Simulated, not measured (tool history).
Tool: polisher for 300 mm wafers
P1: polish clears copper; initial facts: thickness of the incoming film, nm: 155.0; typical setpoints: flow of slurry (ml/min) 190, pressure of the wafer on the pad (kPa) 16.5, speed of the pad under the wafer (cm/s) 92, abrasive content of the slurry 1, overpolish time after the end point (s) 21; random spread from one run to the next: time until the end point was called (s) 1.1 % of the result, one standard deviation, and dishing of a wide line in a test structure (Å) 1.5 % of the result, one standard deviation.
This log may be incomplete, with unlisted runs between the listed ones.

| run | hour | flow of slurry (ml/min) | pressure of the wafer on the pad (kPa) | speed of the pad under the wafer (cm/s) | abrasive content of the slurry | overpolish time after the end point (s) | time until the end point was called (s) | dishing of a wide line in a test structure (Å) |
|---|---|---|---|---|---|---|---|---|
| 1 | 6.2 | 190 | 16.5 | 92 | 1 | 21 | 70.803 | 322.78 |
| 2 | 15.4 | 190 | 16.5 | 66 | 1 | 21 | 100.72 | 240.78 |
| 3 | 24 | 125 | 16.5 | 92 | 1.35 | 21 | 73.34 | 328.05 |
| 4 | 32.6 | 190 | 16.5 | 92 | 1 | 31 | 72.287 | 450.18 |
| 5 | 38.9 | 190 | 16.5 | 92 | 1 | 21 | 71.497 | 322.68 |
| 6 | 47.5 | 190 | 24.8 | 92 | 1 | 21 | 47.915 | 469.9 |
| 7 | 60.8 | 190 | 16.5 | 92 | 1 | 21 | 72.108 | 327.44 |
| 8 | 73.6 | 190 | 16.5 | 128 | 1 | 21 | 52.065 | 436.1 |
| 9 | 82.6 | 190 | 16.5 | 92 | 1 | 21 | 72.136 | 330.91 |
| 10 | 94.1 | 190 | 16.5 | 92 | 1.45 | 21 | 67.322 | 347.78 |
| 11 | 106.3 | 190 | 9 | 92 | 1 | 39 | 136.4 | 312.93 |
| 12 | 116.1 | 190 | 9 | 92 | 1 | 21 | 133.39 | 184.92 |
| 13 | 123.9 | 190 | 16.5 | 92 | 1 | 21 | 72.785 | 324.93 |
| 14 | 134.3 | 190 | 16.5 | 92 | 1 | 6 | 72.038 | 103.53 |
| 15 | 143 | 190 | 16.5 | 92 | 0.6 | 21 | 80.731 | 292.74 |
| 16 | 153.6 | 190 | 16.5 | 92 | 1 | 21 | 72.974 | 322.48 |
| 17 | 161.1 | 290 | 16.5 | 92 | 1 | 21 | 68.219 | 339.31 |
| 18 | 174.3 | 115 | 16.5 | 92 | 1 | 21 | 77.414 | 293.45 |
| 19 | 180.9 | 190 | 16.5 | 92 | 1 | 21 | 73.23 | 313.46 |
| 20 | 193.3 | 190 | 16.5 | 92 | 1 | 21 | 76.347 | 317.87 |
| 21 | 203.5 | 190 | 16.5 | 92 | 1 | 21 | 75.605 | 314.9 |
|  | 214 | worn pad replaced by a new one |
| 22 | 214.4 | 190 | 16.5 | 92 | 1 | 21 | 76.565 | 308.85 |
| 23 | 224.2 | 190 | 16.5 | 92 | 1 | 21 | 75.851 | 304.43 |
|  | 226.4 | head pressure recalibrated |
| 24 | 230.6 | 190 | 16.5 | 92 | 1 | 21 | 76.975 | 307.68 |
| 25 | 239.3 | 190 | 16.5 | 92 | 1 | 21 | 76.358 | 302.22 |
| 26 | 245.8 | 190 | 16.5 | 92 | 1 | 21 | 77.655 | 310.67 |

What P1 gives has crept off from where it sat before. The 2 causes that follow fit the log equally well, each at the size noted:
A: abrasive missing from the slurry, % = 27.9
B: slurry flow missing at the pad, % = 33.5
The drift started at roughly hour 180.9.
The rest of the possible causes, and what rules out each one:
removal rate lost through wear of the pad, %: serviced at hour 214, after the change had begun; the process did not return to its earlier output
head's pressure below its setpoint, %: serviced at hour 226.4, after the change had begun; the process did not return to its earlier output

The 4 check runs listed below each average the results of 5 wafers, and their outcomes are marked with question marks. Under which run would the listed causes produce clearly different results?
| check 1 | 252.3 | 115 | 16.5 | 92 | 1 | 21 | ? | ? |
| check 2 | 252.3 | 190 | 20 | 92 | 1 | 21 | ? | ? |
| check 3 | 252.3 | 190 | 16.5 | 66 | 1 | 21 | ? | ? |
| check 4 | 252.3 | 190 | 16.5 | 110 | 1 | 21 | ? | ? |

Predicted outcomes, by check and by cause:
| check | result | if A | if B |
|---|---|---|---|
| check 1 | time until the end point was called (s) | 84.206 | 87.566 |
| check 1 | dishing of a wide line in a test structure (Å) | 283.39 | 273.65 |
| check 2 | time until the end point was called (s) | 63.79 | 63.783 |
| check 2 | dishing of a wide line in a test structure (Å) | 364.89 | 364.92 |
| check 3 | time until the end point was called (s) | 107.44 | 107.43 |
| check 3 | dishing of a wide line in a test structure (Å) | 227.38 | 227.4 |
| check 4 | time until the end point was called (s) | 64.466 | 64.46 |
| check 4 | dishing of a wide line in a test structure (Å) | 358.16 | 358.19 |
How far apart the two closest causes lie, in the result that separates them most: check 1 3.91 %; check 2 0.01 %; check 3 0.01 %; check 4 0.01 %
The causes can be told apart only by check 1. The other checks would give nearly the same results under each of them.

After running check 1, the following was obtained: time until the end point was called (s) 87.148; dishing of a wide line in a test structure (Å) 271.65. Which cause does this point to?

It is B: slurry flow missing at the pad, %.
